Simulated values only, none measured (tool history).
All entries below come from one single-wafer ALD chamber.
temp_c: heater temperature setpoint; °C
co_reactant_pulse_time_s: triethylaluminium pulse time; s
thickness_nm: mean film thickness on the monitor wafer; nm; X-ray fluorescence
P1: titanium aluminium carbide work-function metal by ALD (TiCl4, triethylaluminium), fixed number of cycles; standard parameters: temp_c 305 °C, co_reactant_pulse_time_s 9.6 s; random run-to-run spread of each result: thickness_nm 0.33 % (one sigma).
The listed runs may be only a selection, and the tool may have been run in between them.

run   hour  temp_c  co_reactant_pulse_time_s  hours since the last thermocouple change  hours since the last triethylaluminium bottle change  thickness_nm
  1      4     305                       9.6                                    1108.2                                                 873.6        1.9956
  2   11.6     305                       9.6                                    1115.8                                                 881.2        2.0078
  3   17.2     281                      4.87                                    1121.4                                                 886.8        1.5108
  4   23.4     317                         5                                    1127.6                                                   893        1.7853
  5     29     305                       9.6                                    1133.2                                                 898.6        2.0008
  6   36.1     295                     12.08                                    1140.3                                                 905.7         1.974
  7   43.8     305                       9.6                                      1148                                                 913.4        2.0034
  8   48.9     305                       9.6                                    1153.1                                                 918.5        2.0076
  9   55.5     305                     13.74                                    1159.7                                                 925.1        2.0609
        58  -- triethylaluminium bottle replaced
 10   60.4     327                       9.6                                    1164.6                                                   2.4        2.1814
 11   63.9     305                      3.96                                    1168.1                                                   5.9        1.5397
 12   68.1     282                       9.6                                    1172.3                                                  10.1        1.7988
 13   73.9     305                       9.6                                    1178.1                                                  15.9        2.0034
 14   81.9     305                       9.6                                    1186.1                                                  23.9        1.9882
 15   87.1     305                       9.6                                    1191.3                                                  29.1        1.9963
 16     93     305                       9.6                                    1197.2                                                    35        1.9879
 17   98.4     305                       9.6                                    1202.6                                                  40.4        1.9691
 18  104.3     305                       9.6                                    1208.5                                                  46.3        1.9727
 19  107.9     305                       9.6                                    1212.1                                                  49.9        1.9782
 20  114.3     305                       9.6                                    1218.5                                                  56.3        1.9614
 21    118     305                       9.6                                    1222.2                                                    60         1.965
 22  122.7     305                       9.6                                    1226.9                                                  64.7        1.9678
 23  128.6     305                       9.6                                    1232.8                                                  70.6        1.9592

Something has made what P1 gives creep away from where it was; the 2 causes below, each at its own stated size, fit the log equally well:
A: wafer temperature below the value expected at the setpoint (K) = 4.09
B: triethylaluminium dose below that of a fresh bottle (%) = 11.4
The creep began at about hour 73.9.

Below are 4 check runs, each on a single wafer, with their results shown as question marks. Which of them would tell the listed causes apart, meaning the causes would give clearly different results under it?
check 1  134.5     293                      5.56                                                                                                             ?
check 2  134.5     296                       9.6                                                                                                             ?
check 3  134.5     285                       9.6                                                                                                             ?
check 4  134.5     325                       9.6                                                                                                             ?

Expected result of each check under each candidate cause:
  check        result    if A    if B
check 1  thickness_nm  1.6522  1.6119
check 2  thickness_nm  1.8915  1.8927
check 3  thickness_nm   1.799  1.8015
check 4  thickness_nm  2.1398  2.1374
Distance between the nearest two causes, measured in the result of the check that separates them most: check 1 2.47 %; check 2 0.06 %; check 3 0.14 %; check 4 0.11 %
Check 1 distinguishes between the causes, while the remaining checks would return nearly the same result for all of them.

Running check 1 produced the following: thickness_nm 1.6491 nm. Which one of the listed causes fits?

It was cause A: wafer temperature below the value expected at the setpoint (K).
